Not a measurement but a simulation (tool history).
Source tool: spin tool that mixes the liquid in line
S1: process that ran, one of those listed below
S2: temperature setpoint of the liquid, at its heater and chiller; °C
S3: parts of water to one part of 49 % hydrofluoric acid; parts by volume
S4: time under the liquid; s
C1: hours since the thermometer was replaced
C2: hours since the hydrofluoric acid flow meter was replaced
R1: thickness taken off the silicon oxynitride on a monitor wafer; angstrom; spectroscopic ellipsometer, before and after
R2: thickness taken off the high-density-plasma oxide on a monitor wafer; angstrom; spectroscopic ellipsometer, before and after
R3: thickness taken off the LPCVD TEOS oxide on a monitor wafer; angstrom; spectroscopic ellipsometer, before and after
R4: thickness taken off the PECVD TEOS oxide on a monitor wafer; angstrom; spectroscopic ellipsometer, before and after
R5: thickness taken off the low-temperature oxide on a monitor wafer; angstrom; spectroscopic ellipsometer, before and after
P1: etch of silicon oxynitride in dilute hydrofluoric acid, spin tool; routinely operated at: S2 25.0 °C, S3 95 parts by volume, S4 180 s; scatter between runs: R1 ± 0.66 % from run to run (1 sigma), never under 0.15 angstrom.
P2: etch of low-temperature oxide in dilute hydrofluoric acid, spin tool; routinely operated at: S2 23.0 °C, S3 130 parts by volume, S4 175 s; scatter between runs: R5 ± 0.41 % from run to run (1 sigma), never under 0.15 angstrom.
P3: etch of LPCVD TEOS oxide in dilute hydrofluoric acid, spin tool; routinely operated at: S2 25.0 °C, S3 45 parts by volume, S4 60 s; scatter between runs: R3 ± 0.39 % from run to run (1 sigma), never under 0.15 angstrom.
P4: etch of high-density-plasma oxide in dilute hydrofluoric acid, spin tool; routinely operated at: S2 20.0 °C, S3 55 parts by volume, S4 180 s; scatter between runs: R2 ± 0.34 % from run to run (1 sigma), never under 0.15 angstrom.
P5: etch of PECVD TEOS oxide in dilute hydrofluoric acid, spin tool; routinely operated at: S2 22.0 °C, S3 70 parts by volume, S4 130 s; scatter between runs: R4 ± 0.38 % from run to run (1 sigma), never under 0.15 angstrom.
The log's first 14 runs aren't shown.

| run | hour | S1 | S2 | S3 | S4 | C1 | C2 | R1 | R2 | R3 | R4 | R5 |
|---|---|---|---|---|---|---|---|---|---|---|---|---|
| 15 | 54.6 | P4 | 17.0 | 55 | 180 | 378.1 | 417.1 |  | 135.28 |  |  |  |
|  | 55.4 | thermometer replaced |
| 16 | 59.8 | P1 | 20.5 | 95 | 180 | 4.5 | 422.3 | 35.789 |  |  |  |  |
| 17 | 64.9 | P1 | 25.0 | 25 | 180 | 9.6 | 427.4 | 178.890 |  |  |  |  |
| 18 | 67.8 | P1 | 25.0 | 95 | 180 | 12.5 | 430.3 | 44.233 |  |  |  |  |
| 19 | 70.4 | P2 | 23.0 | 130 | 295 | 15.1 | 432.9 |  |  |  |  | 399.60 |
| 20 | 73.9 | P2 | 23.0 | 235 | 175 | 18.6 | 436.4 |  |  |  |  | 117.90 |
| 21 | 78.8 | P5 | 18.0 | 70 | 130 | 23.5 | 441.3 |  |  |  | 130.96 |  |
| 22 | 83.9 | P2 | 30.5 | 130 | 175 | 28.6 | 446.4 |  |  |  |  | 314.57 |
| 23 | 87.8 | P1 | 25.0 | 55 | 325 | 32.5 | 450.3 | 143.500 |  |  |  |  |
| 24 | 92.3 | P2 | 23.0 | 130 | 175 | 37.0 | 454.8 |  |  |  |  | 235.59 |
| 25 | 94.9 | P1 | 25.0 | 95 | 180 | 39.6 | 457.4 | 44.310 |  |  |  |  |
| 26 | 98.7 | P3 | 17.5 | 45 | 60 | 43.4 | 461.2 |  |  | 295.27 |  |  |
| 27 | 101.9 | P1 | 25.0 | 95 | 180 | 46.6 | 464.4 | 43.894 |  |  |  |  |
| 28 | 106.4 | P3 | 25.0 | 45 | 15 | 51.1 | 468.9 |  |  | 100.79 |  |  |
| 29 | 111.0 | P4 | 20.0 | 55 | 180 | 55.7 | 473.5 |  | 153.12 |  |  |  |

Run 30, settings as shown, results not yet in. Your forecast:
| 30 | 114.7 | P1 | 25.0 | 160 | 180 | 59.4 | 477.2 | ? |  |  |  |  |

R1: 24.396 angstrom

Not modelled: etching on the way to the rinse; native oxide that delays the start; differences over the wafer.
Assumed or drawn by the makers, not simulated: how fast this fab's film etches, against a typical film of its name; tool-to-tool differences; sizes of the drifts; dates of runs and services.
